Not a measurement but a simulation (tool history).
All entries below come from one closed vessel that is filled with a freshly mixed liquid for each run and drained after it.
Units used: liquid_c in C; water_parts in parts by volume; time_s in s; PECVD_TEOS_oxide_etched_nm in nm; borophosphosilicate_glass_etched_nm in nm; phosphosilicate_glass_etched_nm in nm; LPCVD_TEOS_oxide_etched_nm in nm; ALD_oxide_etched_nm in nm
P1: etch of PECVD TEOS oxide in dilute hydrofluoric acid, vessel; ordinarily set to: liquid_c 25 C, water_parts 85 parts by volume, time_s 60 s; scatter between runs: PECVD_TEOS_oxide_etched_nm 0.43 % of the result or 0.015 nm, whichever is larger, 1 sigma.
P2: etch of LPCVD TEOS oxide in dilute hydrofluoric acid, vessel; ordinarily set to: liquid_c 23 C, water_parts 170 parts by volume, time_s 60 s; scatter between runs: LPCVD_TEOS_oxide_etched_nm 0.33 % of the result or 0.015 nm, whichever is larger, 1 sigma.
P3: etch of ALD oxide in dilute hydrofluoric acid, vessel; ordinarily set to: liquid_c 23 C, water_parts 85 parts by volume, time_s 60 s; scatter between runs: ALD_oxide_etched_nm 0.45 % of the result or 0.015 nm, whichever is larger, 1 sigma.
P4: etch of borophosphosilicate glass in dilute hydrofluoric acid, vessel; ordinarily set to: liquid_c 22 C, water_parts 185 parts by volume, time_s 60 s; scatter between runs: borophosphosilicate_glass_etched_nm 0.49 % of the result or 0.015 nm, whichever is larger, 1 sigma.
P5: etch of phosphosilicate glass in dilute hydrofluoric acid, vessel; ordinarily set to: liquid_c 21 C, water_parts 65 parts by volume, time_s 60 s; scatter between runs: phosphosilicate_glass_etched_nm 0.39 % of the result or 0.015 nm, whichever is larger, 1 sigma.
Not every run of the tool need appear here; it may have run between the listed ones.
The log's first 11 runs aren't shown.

| run | day | process | liquid_c | water_parts | time_s | hours since the thermometer was replaced | hours since the hydrofluoric acid flow meter was replaced | PECVD_TEOS_oxide_etched_nm | borophosphosilicate_glass_etched_nm | phosphosilicate_glass_etched_nm | LPCVD_TEOS_oxide_etched_nm | ALD_oxide_etched_nm |
|---|---|---|---|---|---|---|---|---|---|---|---|---|
| 12 | 5.212 | P1 | 25 | 85 | 60 | 1356.9 | 768.8 | 7.708 |  |  |  |  |
| 13 | 5.592 | P4 | 22 | 185 | 100 | 1366 | 777.9 |  | 19.493 |  |  |  |
| 14 | 5.983 | P2 | 23 | 170 | 105 | 1375.4 | 787.3 |  |  |  | 24.553 |  |
| 15 | 6.45 | P2 | 28.5 | 170 | 60 | 1386.6 | 798.5 |  |  |  | 17.241 |  |
| 16 | 6.9 | P3 | 23 | 35 | 60 | 1397.4 | 809.3 |  |  |  |  | 31.852 |
| 17 | 7.308 | P2 | 23 | 170 | 60 | 1407.2 | 819.1 |  |  |  | 13.997 |  |
| 18 | 7.612 | P1 | 25 | 120 | 90 | 1414.5 | 826.4 | 7.7662 |  |  |  |  |
| 19 | 8.296 | P3 | 23 | 85 | 60 | 1430.9 | 842.8 |  |  |  |  | 12.44 |
| 20 | 8.612 | P2 | 23 | 310 | 60 | 1438.5 | 850.4 |  |  |  | 6.7064 |  |
| 21 | 9.108 | P4 | 22 | 95 | 60 | 1450.4 | 862.3 |  | 25.225 |  |  |  |
| 22 | 9.633 | P1 | 20.5 | 130 | 60 | 1463 | 874.9 | 4.038 |  |  |  |  |
| 23 | 10.283 | P3 | 23 | 85 | 115 | 1478.6 | 890.5 |  |  |  |  | 23.919 |
| 24 | 10.858 | P5 | 21 | 65 | 60 | 1492.4 | 904.3 |  |  | 52.191 |  |  |
| 25 | 11.554 | P5 | 17 | 65 | 60 | 1509.1 | 921 |  |  | 44.051 |  |  |
| 26 | 12.171 | P3 | 23 | 85 | 60 | 1523.9 | 935.8 |  |  |  |  | 12.274 |
| 27 | 12.808 | P1 | 25 | 85 | 60 | 1539.2 | 951.1 | 7.6506 |  |  |  |  |
| 28 | 13.462 | P3 | 17 | 85 | 60 | 1554.9 | 966.8 |  |  |  |  | 9.6306 |
| 29 | 14.129 | P4 | 27.5 | 185 | 60 | 1570.9 | 982.8 |  | 14.433 |  |  |  |
| 30 | 14.6 | P5 | 21 | 110 | 60 | 1582.2 | 994.1 |  |  | 29.214 |  |  |
| 31 | 15.129 | P1 | 25 | 85 | 60 | 1594.9 | 1006.8 | 7.6557 |  |  |  |  |

Expected results for the next run?
| 32 | 15.762 | P1 | 20.5 | 85 | 60 | 1610.1 | 1022 | ? |  |  |  |  |

PECVD_TEOS_oxide_etched_nm: 6.4281 nm
